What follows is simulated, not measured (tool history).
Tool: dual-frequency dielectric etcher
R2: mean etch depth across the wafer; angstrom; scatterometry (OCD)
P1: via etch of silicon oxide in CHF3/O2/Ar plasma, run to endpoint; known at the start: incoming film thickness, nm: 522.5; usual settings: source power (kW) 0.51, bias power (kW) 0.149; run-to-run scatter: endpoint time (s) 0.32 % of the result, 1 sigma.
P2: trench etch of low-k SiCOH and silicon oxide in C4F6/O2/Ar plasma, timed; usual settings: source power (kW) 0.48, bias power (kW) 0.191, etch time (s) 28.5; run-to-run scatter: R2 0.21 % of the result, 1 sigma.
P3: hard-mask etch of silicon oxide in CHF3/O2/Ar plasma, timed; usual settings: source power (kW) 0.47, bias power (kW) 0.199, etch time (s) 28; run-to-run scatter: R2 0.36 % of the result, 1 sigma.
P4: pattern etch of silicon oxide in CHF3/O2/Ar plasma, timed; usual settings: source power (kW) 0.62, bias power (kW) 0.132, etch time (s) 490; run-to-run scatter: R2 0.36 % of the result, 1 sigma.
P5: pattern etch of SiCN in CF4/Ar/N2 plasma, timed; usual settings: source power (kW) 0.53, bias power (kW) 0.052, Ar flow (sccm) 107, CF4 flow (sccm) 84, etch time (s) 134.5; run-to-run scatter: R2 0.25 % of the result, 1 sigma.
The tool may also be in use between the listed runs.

Run 1, hour 4.9: process that ran P1, source power (kW) 0.51, bias power (kW) 0.149. Result: endpoint time (s) 306.65.
Run 2, hour 9.5: process that ran P2, source power (kW) 0.65, bias power (kW) 0.191, etch time (s) 28.5. Result: R2 1105.4 angstrom.
Run 3, hour 14.1: process that ran P1, source power (kW) 0.51, bias power (kW) 0.199. Result: endpoint time (s) 277.85.
At hour 17.3: source power generator calibrated.
Run 4, hour 17.7: process that ran P1, source power (kW) 0.6, bias power (kW) 0.201. Result: endpoint time (s) 259.65.
Run 5, hour 22.2: process that ran P3, source power (kW) 0.47, bias power (kW) 0.199, etch time (s) 28. Result: R2 525.5 angstrom.
Run 6, hour 25.3: process that ran P4, source power (kW) 0.62, bias power (kW) 0.178, etch time (s) 490. Result: R2 9589.7 angstrom.
Run 7, hour 29.4: process that ran P3, source power (kW) 0.47, bias power (kW) 0.199, etch time (s) 39.5. Result: R2 740.69 angstrom.
Run 8, hour 33.2: process that ran P1, source power (kW) 0.51, bias power (kW) 0.149. Result: endpoint time (s) 306.34.
Run 9, hour 37.6: process that ran P2, source power (kW) 0.48, bias power (kW) 0.191, etch time (s) 28.5. Result: R2 981.36 angstrom.
Run 10, hour 39.8: process that ran P5, source power (kW) 0.73, bias power (kW) 0.052, etch time (s) 134.5, Ar flow (sccm) 107, CF4 flow (sccm) 84. Result: R2 1630.4 angstrom.
Run 11, hour 42.9: process that ran P1, source power (kW) 0.51, bias power (kW) 0.149. Result: endpoint time (s) 305.86.
Run 12, hour 45.3: process that ran P1, source power (kW) 0.33, bias power (kW) 0.149. Result: endpoint time (s) 360.22.
At hour 48.2: wet clean of the chamber.
Run 13, hour 49.1: process that ran P4, source power (kW) 0.62, bias power (kW) 0.132, etch time (s) 273. Result: R2 4836.4 angstrom.
Run 14, hour 52.4: process that ran P1, source power (kW) 0.62, bias power (kW) 0.149. Result: endpoint time (s) 284.21.
Run 15, hour 56: process that ran P3, source power (kW) 0.62, bias power (kW) 0.199, etch time (s) 28. Result: R2 586.42 angstrom.
Run 16, hour 61: process that ran P1, source power (kW) 0.51, bias power (kW) 0.114. Result: endpoint time (s) 332.83.
Run 17, hour 65.7: process that ran P2, source power (kW) 0.48, bias power (kW) 0.234, etch time (s) 28.5. Result: R2 1046.6 angstrom.
Run 18, hour 68.3: process that ran P1, source power (kW) 0.51, bias power (kW) 0.149. Result: endpoint time (s) 304.5.
Run 19, hour 70.6: process that ran P1, source power (kW) 0.51, bias power (kW) 0.149. Result: endpoint time (s) 305.89.
Run 20, hour 75.4: process that ran P5, source power (kW) 0.53, bias power (kW) 0.052, etch time (s) 176.5, Ar flow (sccm) 107, CF4 flow (sccm) 84. Result: R2 1605.8 angstrom.
Run 21, hour 78.2: process that ran P3, source power (kW) 0.47, bias power (kW) 0.199, etch time (s) 28. Result: R2 523.36 angstrom.
Run 22, hour 82.2: process that ran P5, source power (kW) 0.53, bias power (kW) 0.069, etch time (s) 134.5, Ar flow (sccm) 107, CF4 flow (sccm) 84. Result: R2 1341.8 angstrom.
Run 23, hour 85.6: process that ran P4, source power (kW) 0.62, bias power (kW) 0.132, etch time (s) 490. Result: R2 8717.4 angstrom.
Run 24, hour 88.8: process that ran P4, source power (kW) 0.86, bias power (kW) 0.132, etch time (s) 490. Result: R2 9913 angstrom.
Run 25, hour 91.5: process that ran P5, source power (kW) 0.53, bias power (kW) 0.052, etch time (s) 134.5, Ar flow (sccm) 107, CF4 flow (sccm) 65. Result: R2 1172 angstrom.
Run 26, hour 93.8: process that ran P5, source power (kW) 0.53, bias power (kW) 0.052, etch time (s) 134.5, Ar flow (sccm) 76, CF4 flow (sccm) 84. Result: R2 1292 angstrom.
Run 27, hour 96.5: process that ran P1, source power (kW) 0.62, bias power (kW) 0.117. Result: endpoint time (s) 306.96.
Run 28, hour 99.9: process that ran P2, source power (kW) 0.48, bias power (kW) 0.191, etch time (s) 21. Result: R2 721.38 angstrom.
Run 29, hour 103.3: process that ran P5, source power (kW) 0.53, bias power (kW) 0.052, etch time (s) 134.5, Ar flow (sccm) 107, CF4 flow (sccm) 84. Result: R2 1219.1 angstrom.
Run 30, hour 107.5: process that ran P3, source power (kW) 0.47, bias power (kW) 0.239, etch time (s) 28. Result: R2 559.51 angstrom.
Run 31, hour 109.8: process that ran P1, source power (kW) 0.36, bias power (kW) 0.109. Result: endpoint time (s) 385.58.

Run 32 comes next. What will it give?
Run 32, hour 113.4: process that ran P1, source power (kW) 0.51, bias power (kW) 0.149. Result: endpoint time (s) ?.

Run 32 gave endpoint time (s) 306.15.

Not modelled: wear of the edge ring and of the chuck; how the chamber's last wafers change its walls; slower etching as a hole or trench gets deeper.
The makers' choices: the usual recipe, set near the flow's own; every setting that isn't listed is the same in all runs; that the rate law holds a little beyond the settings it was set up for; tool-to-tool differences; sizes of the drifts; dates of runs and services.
